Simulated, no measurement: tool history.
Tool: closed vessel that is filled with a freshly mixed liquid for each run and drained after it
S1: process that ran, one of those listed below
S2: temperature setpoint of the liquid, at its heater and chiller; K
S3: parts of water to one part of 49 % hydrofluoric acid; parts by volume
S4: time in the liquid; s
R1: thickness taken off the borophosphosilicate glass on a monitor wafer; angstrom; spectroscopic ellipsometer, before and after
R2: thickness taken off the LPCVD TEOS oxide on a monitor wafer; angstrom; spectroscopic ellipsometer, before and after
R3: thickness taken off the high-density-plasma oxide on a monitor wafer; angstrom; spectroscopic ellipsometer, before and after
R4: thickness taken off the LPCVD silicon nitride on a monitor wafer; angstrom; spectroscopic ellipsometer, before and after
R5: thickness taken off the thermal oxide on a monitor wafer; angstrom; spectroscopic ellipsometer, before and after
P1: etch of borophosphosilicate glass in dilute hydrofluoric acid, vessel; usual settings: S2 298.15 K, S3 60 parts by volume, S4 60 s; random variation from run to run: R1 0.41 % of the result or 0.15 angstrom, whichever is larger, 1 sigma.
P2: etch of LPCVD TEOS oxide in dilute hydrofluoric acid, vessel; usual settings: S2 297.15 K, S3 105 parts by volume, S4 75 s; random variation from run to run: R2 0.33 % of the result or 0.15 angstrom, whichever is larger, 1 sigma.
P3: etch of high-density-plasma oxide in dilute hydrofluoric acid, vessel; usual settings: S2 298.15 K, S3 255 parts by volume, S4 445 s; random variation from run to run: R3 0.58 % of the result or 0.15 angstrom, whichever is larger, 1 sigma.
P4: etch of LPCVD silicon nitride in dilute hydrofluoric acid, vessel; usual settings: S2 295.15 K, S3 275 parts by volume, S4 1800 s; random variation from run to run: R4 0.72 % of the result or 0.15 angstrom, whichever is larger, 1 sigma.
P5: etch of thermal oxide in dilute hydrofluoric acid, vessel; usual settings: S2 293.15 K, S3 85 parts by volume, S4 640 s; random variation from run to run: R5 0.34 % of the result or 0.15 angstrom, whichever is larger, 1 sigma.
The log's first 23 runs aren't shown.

run	hour	S1	S2	S3	S4	R1	R2	R3	R4	R5
24	248.8	P1	298.15	60	60	361.6				
25	256.8	P1	298.15	60	60	362.58				
26	267.1	P1	292.65	60	60	286.29				
27	281.5	P4	295.15	45	1800				188.8	
28	292.6	P1	298.15	25	35	533.4				
29	302.8	P1	298.15	95	60	218.17				
30	310.5	P1	294.15	60	100	509.35				
31	323	P1	298.15	60	105	633.35				

The next listed run, before its measurement:
32	336.8	P1	298.15	60	30	?				

Run 32 gave R1 181.48 angstrom.
